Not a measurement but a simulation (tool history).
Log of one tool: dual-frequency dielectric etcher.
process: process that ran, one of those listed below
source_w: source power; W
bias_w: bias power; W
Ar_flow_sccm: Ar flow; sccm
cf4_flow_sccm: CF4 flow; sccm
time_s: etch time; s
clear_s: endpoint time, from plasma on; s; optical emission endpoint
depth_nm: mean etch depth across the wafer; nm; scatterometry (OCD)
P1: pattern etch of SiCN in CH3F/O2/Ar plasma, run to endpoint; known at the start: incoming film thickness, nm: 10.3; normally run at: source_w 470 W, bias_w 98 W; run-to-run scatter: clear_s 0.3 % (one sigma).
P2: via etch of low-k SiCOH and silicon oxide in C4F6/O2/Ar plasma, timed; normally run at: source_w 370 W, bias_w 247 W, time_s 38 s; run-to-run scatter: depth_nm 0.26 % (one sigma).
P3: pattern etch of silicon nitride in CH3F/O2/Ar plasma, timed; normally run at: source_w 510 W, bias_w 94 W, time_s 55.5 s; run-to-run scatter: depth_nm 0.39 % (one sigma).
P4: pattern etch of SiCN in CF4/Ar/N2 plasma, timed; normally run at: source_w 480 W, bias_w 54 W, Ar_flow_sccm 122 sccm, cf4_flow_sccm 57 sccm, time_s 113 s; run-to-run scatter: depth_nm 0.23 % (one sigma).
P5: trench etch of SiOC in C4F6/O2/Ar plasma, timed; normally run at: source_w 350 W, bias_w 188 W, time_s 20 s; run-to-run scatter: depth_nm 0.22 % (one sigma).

run,hour,process,source_w,bias_w,Ar_flow_sccm,cf4_flow_sccm,time_s,hours since the last wet clean,hours since the last source power generator calibration,hours since the last bias power generator calibration,clear_s,depth_nm
1,5.6,P1,470,98,,,,164.4,604.5,273.2,23.934,
2,11.2,P4,480,54,122,76,113,170,610.1,278.8,,91.89
3,16.9,P1,470,126,,,,175.7,615.8,284.5,21.729,
4,20.8,P1,470,98,,,,179.6,619.7,288.4,24.058,
5,25.1,P1,470,66,,,,183.9,624,292.7,27.459,
6,28.9,P1,340,60,,,,187.7,627.8,296.5,32.232,
7,34.8,P3,510,94,,,55.5,193.6,633.7,302.4,,46.075
8,39.8,P1,470,98,,,,198.6,638.7,307.4,23.79,
9,45.7,P2,370,349,,,38,204.5,644.6,313.3,,123.39
# hour 51.7: source power generator calibrated
10,51.7,P5,350,135,,,20,210.5,0,319.3,,36.515
11,56.1,P1,470,98,,,,214.9,4.4,323.7,23.849,
# hour 61.7: wet clean of the chamber
12,61.8,P4,480,54,122,57,113,0.2,10.1,329.4,,87.186
13,66.2,P1,580,98,,,,4.6,14.5,333.8,22.117,
14,70.9,P4,480,54,78,57,113,9.3,19.2,338.5,,94.325
15,77,P2,370,247,,,23,15.4,25.3,344.6,,66.588
16,80.3,P1,470,98,,,,18.7,28.6,347.9,23.938,
17,86.2,P1,470,98,,,,24.6,34.5,353.8,23.872,
18,89.4,P1,620,116,,,,27.8,37.7,357,20.246,
19,93.3,P3,510,123,,,55.5,31.7,41.6,360.9,,50.912
20,98.3,P3,510,94,,,30.5,36.7,46.6,365.9,,25.596
21,102.3,P4,480,54,122,57,162.5,40.7,50.6,369.9,,124.47
22,107.2,P1,330,98,,,,45.6,55.5,374.8,27.165,
23,111.2,P4,340,54,122,57,113,49.6,59.5,378.8,,64.331
24,115.1,P3,670,94,,,55.5,53.5,63.4,382.7,,51.015
25,118.3,P5,350,188,,,27,56.7,66.6,385.9,,54.955
26,122.7,P2,270,247,,,38,61.1,71,390.3,,97.603
27,127.2,P2,370,247,,,38,65.6,75.5,394.8,,109.57
28,131.2,P1,470,98,,,,69.6,79.5,398.8,23.997,
29,135,P5,350,188,,,20,73.4,83.3,402.6,,40.649
30,141.2,P4,480,67,122,57,113,79.6,89.5,408.8,,94.001
31,146.8,P5,490,188,,,20,85.2,95.1,414.4,,46.353
32,151.8,P1,470,98,,,,90.2,100.1,419.4,23.892,
33,158,P1,470,98,,,,96.4,106.3,425.6,23.729,
34,161.7,P1,470,98,,,,100.1,110,429.3,23.671,
# hour 164: wet clean of the chamber
35,166.3,P1,470,98,,,,2.3,114.6,433.9,23.55,
36,170.1,P1,470,98,,,,6.1,118.4,437.7,23.592,
37,174.9,P1,470,98,,,,10.9,123.2,442.5,23.626,

Run 38 comes next. What will it give?
38,179.7,P1,470,98,,,,15.7,128,447.3,?,

clear_s: 23.475 s

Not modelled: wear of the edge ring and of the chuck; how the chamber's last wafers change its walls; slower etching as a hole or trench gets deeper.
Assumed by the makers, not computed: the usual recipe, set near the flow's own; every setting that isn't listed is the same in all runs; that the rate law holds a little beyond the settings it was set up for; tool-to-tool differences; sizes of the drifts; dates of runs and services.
